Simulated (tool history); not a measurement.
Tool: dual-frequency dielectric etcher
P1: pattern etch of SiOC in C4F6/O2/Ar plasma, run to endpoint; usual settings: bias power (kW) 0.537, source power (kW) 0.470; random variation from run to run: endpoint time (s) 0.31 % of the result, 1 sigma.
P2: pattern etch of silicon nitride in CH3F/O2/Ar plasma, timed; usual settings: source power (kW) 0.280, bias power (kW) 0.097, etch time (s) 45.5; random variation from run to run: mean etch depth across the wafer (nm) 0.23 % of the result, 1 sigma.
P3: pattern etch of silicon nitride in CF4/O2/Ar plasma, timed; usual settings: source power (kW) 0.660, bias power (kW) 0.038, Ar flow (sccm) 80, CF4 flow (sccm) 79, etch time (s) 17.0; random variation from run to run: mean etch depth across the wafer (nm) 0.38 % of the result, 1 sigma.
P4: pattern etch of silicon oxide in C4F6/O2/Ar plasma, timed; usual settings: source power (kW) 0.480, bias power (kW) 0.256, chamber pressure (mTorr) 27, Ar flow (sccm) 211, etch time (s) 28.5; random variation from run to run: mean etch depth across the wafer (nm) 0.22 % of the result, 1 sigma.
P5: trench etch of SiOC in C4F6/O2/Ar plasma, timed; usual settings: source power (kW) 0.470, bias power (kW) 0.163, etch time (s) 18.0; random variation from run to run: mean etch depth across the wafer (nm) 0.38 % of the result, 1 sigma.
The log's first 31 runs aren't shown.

| run | hour | process that ran | bias power (kW) | source power (kW) | Ar flow (sccm) | CF4 flow (sccm) | etch time (s) | chamber pressure (mTorr) | hours since the last wet clean | hours since the last bias power generator calibration | hours since the last source power generator calibration | endpoint time (s) | mean etch depth across the wafer (nm) |
|---|---|---|---|---|---|---|---|---|---|---|---|---|---|
| 32 | 127.1 | P5 | 0.163 | 0.270 |  |  | 18.0 |  | 271.3 | 1764.4 | 715.8 |  | 31.062 |
| 33 | 132.0 | P5 | 0.163 | 0.470 |  |  | 18.0 |  | 276.2 | 1769.3 | 720.7 |  | 38.031 |
| 34 | 134.8 | P2 | 0.097 | 0.280 |  |  | 45.5 |  | 279.0 | 1772.1 | 723.5 |  | 31.594 |
| 35 | 140.1 | P1 | 0.537 | 0.470 |  |  |  |  | 284.3 | 1777.4 | 728.8 | 12.753 |  |
| 36 | 143.9 | P1 | 0.537 | 0.470 |  |  |  |  | 288.1 | 1781.2 | 732.6 | 12.845 |  |
| 37 | 149.6 | P1 | 0.537 | 0.470 |  |  |  |  | 293.8 | 1786.9 | 738.3 | 12.904 |  |
| 38 | 154.1 | P1 | 0.537 | 0.470 |  |  |  |  | 298.3 | 1791.4 | 742.8 | 12.942 |  |
|  | 154.9 | wet clean of the chamber |
| 39 | 157.9 | P1 | 0.537 | 0.470 |  |  |  |  | 3.1 | 1795.2 | 746.6 | 12.938 |  |
| 40 | 160.9 | P1 | 0.537 | 0.470 |  |  |  |  | 6.1 | 1798.2 | 749.6 | 12.972 |  |

The next listed run, before its measurement:
| 41 | 165.2 | P1 | 0.537 | 0.470 |  |  |  |  | 10.4 | 1802.5 | 753.9 | ? |  |

{"run 41": {"endpoint time (s)": 12.971}}
